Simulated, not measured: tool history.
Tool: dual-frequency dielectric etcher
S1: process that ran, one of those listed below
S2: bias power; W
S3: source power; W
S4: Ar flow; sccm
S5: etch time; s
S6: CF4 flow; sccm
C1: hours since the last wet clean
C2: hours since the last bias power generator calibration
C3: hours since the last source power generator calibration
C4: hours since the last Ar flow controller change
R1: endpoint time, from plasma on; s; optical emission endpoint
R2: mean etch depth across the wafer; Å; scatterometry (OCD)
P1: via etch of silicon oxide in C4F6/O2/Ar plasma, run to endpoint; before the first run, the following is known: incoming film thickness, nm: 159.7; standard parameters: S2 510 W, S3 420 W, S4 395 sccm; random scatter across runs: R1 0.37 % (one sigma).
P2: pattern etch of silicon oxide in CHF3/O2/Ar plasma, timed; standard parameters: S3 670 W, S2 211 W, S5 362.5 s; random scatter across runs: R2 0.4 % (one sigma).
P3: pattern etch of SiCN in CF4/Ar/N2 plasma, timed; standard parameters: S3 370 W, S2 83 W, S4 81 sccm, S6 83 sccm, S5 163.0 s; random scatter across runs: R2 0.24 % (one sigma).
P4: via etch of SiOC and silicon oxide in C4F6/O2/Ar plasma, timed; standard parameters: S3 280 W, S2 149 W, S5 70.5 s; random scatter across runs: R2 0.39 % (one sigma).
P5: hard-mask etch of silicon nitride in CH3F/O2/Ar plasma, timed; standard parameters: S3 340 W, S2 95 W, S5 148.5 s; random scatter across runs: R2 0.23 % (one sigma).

run   hour  S1   S2   S3   S4     S5   S6     C1     C2      C3      C4      R1        R2
  1   13.1  P1  510  420  395               56.1  758.3  2912.7  2674.5  34.742
  2   25.3  P1  510  420  482               68.3  770.5  2924.9  2686.7  35.421
  3   39.2  P1  659  510  395               82.2  784.4  2938.8  2700.6  29.547
  4   52.9  P1  510  500  395               95.9  798.1  2952.5  2714.3  32.608
  5   68.1  P1  510  420  395              111.1  813.3  2967.7  2729.5  34.898
  6   76.2  P4  183  280        70.5       119.2  821.4  2975.8  2737.6            712.36
  7   87.5  P1  510  420  249              130.5  832.7  2987.1  2748.9  33.034
  8   96.6  P5   95  340       148.5       139.6  841.8  2996.2  2758.0           1094.60
  9  108.9  P3   83  370   81  163.0   83  151.9  854.1  3008.5  2770.3           1314.10
 10  116.8  P1  510  580  307              159.8  862.0  3016.4  2778.2  30.382
 11  125.9  P1  373  420  395              168.9  871.1  3025.5  2787.3  39.118
 12  141.0  P1  510  290  395              184.0  886.2  3040.6  2802.4  39.919
 13  155.6  P1  674  420  395              198.6  900.8  3055.2  2817.0  31.407
 14  171.5  P2  211  670       535.0       214.5  916.7  3071.1  2832.9          11584.00
 15  185.5  P3   83  370   81  163.0   83  228.5  930.7  3085.1  2846.9           1315.10
 16  198.6  P3   83  370   98  163.0   83  241.6  943.8  3098.2  2860.0           1282.20
 17  209.9  P3   83  300   81  163.0   83  252.9  955.1  3109.5  2871.3           1093.20
 18  223.0  P3   67  370   81  163.0   83  266.0  968.2  3122.6  2884.4           1226.30
 19  237.5  P5   95  470       148.5       280.5  982.7  3137.1  2898.9           1231.40
 20  250.3  P4  149  380        70.5       293.3  995.5  3149.9  2911.7            750.91
     256.6  -- bias power generator calibrated
 21  263.3  P2  152  670       362.5       306.3    6.8  3162.9  2924.7           7048.80
 22  274.1  P4  149  280        70.5       317.1   17.6  3173.7  2935.5            665.23
 23  286.7  P5   95  340       192.5       329.7   30.2  3186.3  2948.1           1418.00
 24  297.0  P1  510  420  395              340.0   40.5  3196.6  2958.4  35.018
 25  310.3  P5   66  340       148.5       353.3   53.8  3209.9  2971.7            961.09
 26  322.0  P3   83  370   81  115.5   83  365.0   65.5  3221.6  2983.4            930.89
 27  330.9  P1  510  420  395              373.9   74.4  3230.5  2992.3  34.897
 28  337.9  P5   95  340       148.5       380.9   81.4  3237.5  2999.3           1088.10
 29  350.0  P4  149  280        42.0       393.0   93.5  3249.6  3011.4            397.48
 30  357.0  P2  211  670       362.5       400.0  100.5  3256.6  3018.4           7855.50
 31  372.2  P3   83  370   81  163.0  105  415.2  115.7  3271.8  3033.6           1357.60
 32  384.7  P2  211  920       362.5       427.7  128.2  3284.3  3046.1           8845.30
 33  395.8  P1  510  420  395              438.8  139.3  3295.4  3057.2  35.046
 34  405.6  P1  510  420  395              448.6  149.1  3305.2  3067.0  35.170
 35  412.4  P1  510  420  395              455.4  155.9  3312.0  3073.8  35.234
 36  424.1  P1  510  420  395              467.1  167.6  3323.7  3085.5  35.237
 37  434.1  P1  510  420  395              477.1  177.6  3333.7  3095.5  35.394
 38  441.9  P1  510  420  395              484.9  185.4  3341.5  3103.3  35.242
 39  452.0  P1  510  420  395              495.0  195.5  3351.6  3113.4  35.414
     454.4  -- wet clean of the chamber
 40  464.6  P1  510  420  395               10.2  208.1  3364.2  3126.0  35.693
 41  479.4  P1  510  420  395               25.0  222.9  3379.0  3140.8  35.349
 42  494.1  P1  510  420  395               39.7  237.6  3393.7  3155.5  35.675
 43  509.9  P1  510  420  395               55.5  253.4  3409.5  3171.3  35.466

The output of P1 has drifted from where it used to be. Each of the 2 causes below, taken at the size shown beside it, accounts for the log equally well:
A: bias power that arrives under what is set, % = 4.9
B: source power that arrives under what is set, % = 4.95
At approximately hour 395.8, the process output began to creep.
Why every other cause is out:
chamber walls in a state that lowers the etch rate, %: serviced at hour 454.4, which brought nothing back
Ar flow that arrives over what is set, %: can reach only 8, and even then R1 would move by +0.9 %, too little or the wrong way

Of the 4 check runs listed below, each run on one wafer and each result written as a question mark, which would let you distinguish the listed causes because they would give clearly different results?
check 1  525.7  P4  149  350       70.5                           ?
check 2  525.7  P3   83  370  97  163.0  83                       ?
check 3  525.7  P5   95  450      148.5                           ?
check 4  525.7  P2  170  860      362.5                           ?

Check results expected under each cause:
  check  result     if A     if B
check 1      R2   715.77   712.75
check 2      R2  1261.90  1228.40
check 3      R2  1191.50  1190.40
check 4      R2  7905.00  7877.70
Per-check spread between the two closest causes, in the result where they differ most: check 1 0.42 %; check 2 2.69 %; check 3 0.09 %; check 4 0.35 %
Only check 2 tells the causes apart: in the others they would give nearly the same result.

With check 2 done, the readings were: R2 1227.00 Å. Identify which of the listed causes applies.

B is the cause: source power that arrives under what is set, %.

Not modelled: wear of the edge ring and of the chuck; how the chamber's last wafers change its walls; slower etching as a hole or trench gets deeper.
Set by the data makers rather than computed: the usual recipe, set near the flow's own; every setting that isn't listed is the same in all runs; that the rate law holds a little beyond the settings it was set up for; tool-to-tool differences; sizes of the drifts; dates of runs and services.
